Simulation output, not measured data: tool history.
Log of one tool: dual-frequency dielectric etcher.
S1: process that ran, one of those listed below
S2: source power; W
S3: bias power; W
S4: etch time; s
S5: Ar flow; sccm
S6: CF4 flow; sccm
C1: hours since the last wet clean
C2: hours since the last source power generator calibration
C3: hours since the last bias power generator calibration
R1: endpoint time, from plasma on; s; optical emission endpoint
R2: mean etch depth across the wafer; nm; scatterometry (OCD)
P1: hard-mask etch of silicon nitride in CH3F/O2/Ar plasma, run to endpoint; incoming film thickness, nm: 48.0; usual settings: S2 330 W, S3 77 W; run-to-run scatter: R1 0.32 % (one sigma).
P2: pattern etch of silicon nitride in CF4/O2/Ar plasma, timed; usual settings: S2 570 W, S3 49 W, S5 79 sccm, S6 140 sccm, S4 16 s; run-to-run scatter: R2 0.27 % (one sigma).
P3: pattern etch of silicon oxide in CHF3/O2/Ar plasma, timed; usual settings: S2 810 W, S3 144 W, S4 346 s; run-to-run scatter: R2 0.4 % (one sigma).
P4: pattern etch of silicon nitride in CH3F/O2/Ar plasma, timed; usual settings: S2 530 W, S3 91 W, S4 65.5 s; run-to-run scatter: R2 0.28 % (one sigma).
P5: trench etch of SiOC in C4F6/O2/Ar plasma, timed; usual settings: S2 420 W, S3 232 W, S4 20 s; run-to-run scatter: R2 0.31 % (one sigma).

{"run": 1, "hour": 12.1, "S1": "P1", "S2": 330, "S3": 77, "C1": 413.7, "C2": 2072.9, "C3": 993.7, "R1": 73.863}
{"run": 2, "hour": 22.5, "S1": "P5", "S2": 420, "S3": 141, "S4": 20, "C1": 424.1, "C2": 2083.3, "C3": 1004.1, "R2": 39.137}
{"run": 3, "hour": 31.6, "S1": "P1", "S2": 260, "S3": 77, "C1": 433.2, "C2": 2092.4, "C3": 1013.2, "R1": 80.373}
{"run": 4, "hour": 43.6, "S1": "P4", "S2": 530, "S3": 91, "S4": 93.5, "C1": 445.2, "C2": 2104.4, "C3": 1025.2, "R2": 77.785}
{"run": 5, "hour": 52.9, "S1": "P4", "S2": 530, "S3": 91, "S4": 65.5, "C1": 454.5, "C2": 2113.7, "C3": 1034.5, "R2": 54.736}
{"run": 6, "hour": 67.1, "S1": "P2", "S2": 570, "S3": 49, "S4": 16, "S5": 94, "S6": 140, "C1": 468.7, "C2": 2127.9, "C3": 1048.7, "R2": 34.827}
{"run": 7, "hour": 78.5, "S1": "P1", "S2": 330, "S3": 77, "C1": 480.1, "C2": 2139.3, "C3": 1060.1, "R1": 74.072}
{"run": 8, "hour": 85.6, "S1": "P3", "S2": 490, "S3": 144, "S4": 346, "C1": 487.2, "C2": 2146.4, "C3": 1067.2, "R2": 582.88}
{"run": 9, "hour": 97.1, "S1": "P2", "S2": 570, "S3": 49, "S4": 16, "S5": 79, "S6": 140, "C1": 498.7, "C2": 2157.9, "C3": 1078.7, "R2": 35.48}
{"run": 10, "hour": 110.2, "S1": "P3", "S2": 810, "S3": 196, "S4": 346, "C1": 511.8, "C2": 2171, "C3": 1091.8, "R2": 788.12}
{"run": 11, "hour": 121.3, "S1": "P1", "S2": 330, "S3": 77, "C1": 522.9, "C2": 2182.1, "C3": 1102.9, "R1": 73.803}
{"run": 12, "hour": 132.6, "S1": "P1", "S2": 330, "S3": 95, "C1": 534.2, "C2": 2193.4, "C3": 1114.2, "R1": 68.744}
{"hour": 134.4, "done": "wet clean of the chamber"}
{"run": 13, "hour": 143.8, "S1": "P2", "S2": 570, "S3": 62, "S4": 16, "S5": 79, "S6": 140, "C1": 9.5, "C2": 2204.6, "C3": 1125.4, "R2": 38.558}
{"run": 14, "hour": 157.8, "S1": "P1", "S2": 280, "S3": 62, "C1": 23.5, "C2": 2218.6, "C3": 1139.4, "R1": 84.691}
{"run": 15, "hour": 169.3, "S1": "P2", "S2": 400, "S3": 49, "S4": 16, "S5": 79, "S6": 140, "C1": 35, "C2": 2230.1, "C3": 1150.9, "R2": 25.943}
{"run": 16, "hour": 178.1, "S1": "P3", "S2": 810, "S3": 144, "S4": 258, "C1": 43.8, "C2": 2238.9, "C3": 1159.7, "R2": 527.72}
{"run": 17, "hour": 190.3, "S1": "P3", "S2": 810, "S3": 144, "S4": 346, "C1": 56, "C2": 2251.1, "C3": 1171.9, "R2": 704.72}
{"run": 18, "hour": 204.3, "S1": "P1", "S2": 410, "S3": 77, "C1": 70, "C2": 2265.1, "C3": 1185.9, "R1": 67.94}
{"run": 19, "hour": 215.3, "S1": "P5", "S2": 420, "S3": 232, "S4": 25.5, "C1": 81, "C2": 2276.1, "C3": 1196.9, "R2": 58.442}
{"run": 20, "hour": 227.2, "S1": "P2", "S2": 570, "S3": 49, "S4": 16, "S5": 79, "S6": 140, "C1": 92.9, "C2": 2288, "C3": 1208.8, "R2": 35.466}
{"run": 21, "hour": 236.0, "S1": "P1", "S2": 330, "S3": 51, "C1": 101.7, "C2": 2296.8, "C3": 1217.6, "R1": 85.22}
{"run": 22, "hour": 242.3, "S1": "P4", "S2": 340, "S3": 91, "S4": 65.5, "C1": 108, "C2": 2303.1, "C3": 1223.9, "R2": 46.384}
{"run": 23, "hour": 249.1, "S1": "P2", "S2": 570, "S3": 49, "S4": 16, "S5": 79, "S6": 188, "C1": 114.8, "C2": 2309.9, "C3": 1230.7, "R2": 36.255}
{"run": 24, "hour": 262.1, "S1": "P5", "S2": 290, "S3": 232, "S4": 20, "C1": 127.8, "C2": 2322.9, "C3": 1243.7, "R2": 39.875}
{"run": 25, "hour": 276.4, "S1": "P4", "S2": 530, "S3": 127, "S4": 65.5, "C1": 142.1, "C2": 2337.2, "C3": 1258, "R2": 61.744}
{"hour": 280.2, "done": "bias power generator calibrated"}
{"run": 26, "hour": 285.8, "S1": "P1", "S2": 330, "S3": 77, "C1": 151.5, "C2": 2346.6, "C3": 5.7, "R1": 73.946}
{"run": 27, "hour": 293.9, "S1": "P2", "S2": 570, "S3": 49, "S4": 10.5, "S5": 79, "S6": 140, "C1": 159.6, "C2": 2354.7, "C3": 13.8, "R2": 23.268}
{"run": 28, "hour": 304.3, "S1": "P5", "S2": 420, "S3": 232, "S4": 20, "C1": 170, "C2": 2365.1, "C3": 24.2, "R2": 45.801}
{"run": 29, "hour": 315.7, "S1": "P1", "S2": 330, "S3": 77, "C1": 181.4, "C2": 2376.5, "C3": 35.6, "R1": 73.912}
{"run": 30, "hour": 325.4, "S1": "P1", "S2": 330, "S3": 77, "C1": 191.1, "C2": 2386.2, "C3": 45.3, "R1": 73.124}
{"run": 31, "hour": 334.8, "S1": "P1", "S2": 330, "S3": 77, "C1": 200.5, "C2": 2395.6, "C3": 54.7, "R1": 73.507}
{"run": 32, "hour": 342.0, "S1": "P1", "S2": 330, "S3": 77, "C1": 207.7, "C2": 2402.8, "C3": 61.9, "R1": 72.953}
{"run": 33, "hour": 355.7, "S1": "P1", "S2": 330, "S3": 77, "C1": 221.4, "C2": 2416.5, "C3": 75.6, "R1": 72.997}
{"hour": 357.0, "done": "wet clean of the chamber"}
{"run": 34, "hour": 364.9, "S1": "P1", "S2": 330, "S3": 77, "C1": 8, "C2": 2425.7, "C3": 84.8, "R1": 72.769}
{"run": 35, "hour": 378.4, "S1": "P1", "S2": 330, "S3": 77, "C1": 21.5, "C2": 2439.2, "C3": 98.3, "R1": 73.081}
{"run": 36, "hour": 384.7, "S1": "P1", "S2": 330, "S3": 77, "C1": 27.8, "C2": 2445.5, "C3": 104.6, "R1": 73.145}
{"run": 37, "hour": 395.1, "S1": "P1", "S2": 330, "S3": 77, "C1": 38.2, "C2": 2455.9, "C3": 115, "R1": 72.897}
{"run": 38, "hour": 404.5, "S1": "P1", "S2": 330, "S3": 77, "C1": 47.6, "C2": 2465.3, "C3": 124.4, "R1": 72.465}
{"run": 39, "hour": 414.8, "S1": "P1", "S2": 330, "S3": 77, "C1": 57.9, "C2": 2475.6, "C3": 134.7, "R1": 73.058}

What P1 gives has crept away from where it was. These 2 causes fit the log equally well, each at the size given:
A: source power that arrives over what is set, % = 4.41
B: bias power that arrives over what is set, % = 4.68
The creep began at about hour 315.7.
Why every other cause is out:
chamber walls in a state that raises the etch rate, %: serviced at hour 357, which brought nothing back

4 check runs are offered, one wafer each, their results left as question marks. Which one tells the causes apart?
{"run": "check 1", "hour": 425.1, "S1": "P4", "S2": 450, "S3": 91, "S4": 79.5, "R2": "?"}
{"run": "check 2", "hour": 425.1, "S1": "P5", "S2": 340, "S3": 232, "S4": 23.5, "R2": "?"}
{"run": "check 3", "hour": 425.1, "S1": "P2", "S2": 480, "S3": 49, "S4": 16, "S5": 79, "S6": 140, "R2": "?"}
{"run": "check 4", "hour": 425.1, "S1": "P3", "S2": 500, "S3": 195, "S4": 346, "R2": "?"}

What each check would give under each cause:
check=check_1 result=R2 if_A=63.409 if_B=63.423
check=check_2 result=R2 if_A=50.47 if_B=50.419
check=check_3 result=R2 if_A=31.759 if_B=31.073
check=check_4 result=R2 if_A=660.42 if_B=660.09
How far apart the two closest causes lie, in the result that separates them most: check 1 0.02 %; check 2 0.1 %; check 3 2.18 %; check 4 0.05 %
Only check 3 tells the causes apart: in the others they would give nearly the same result.

Check 3 was then run and gave: R2 31.961 nm. Which cause is it?

It is A: source power that arrives over what is set, %.
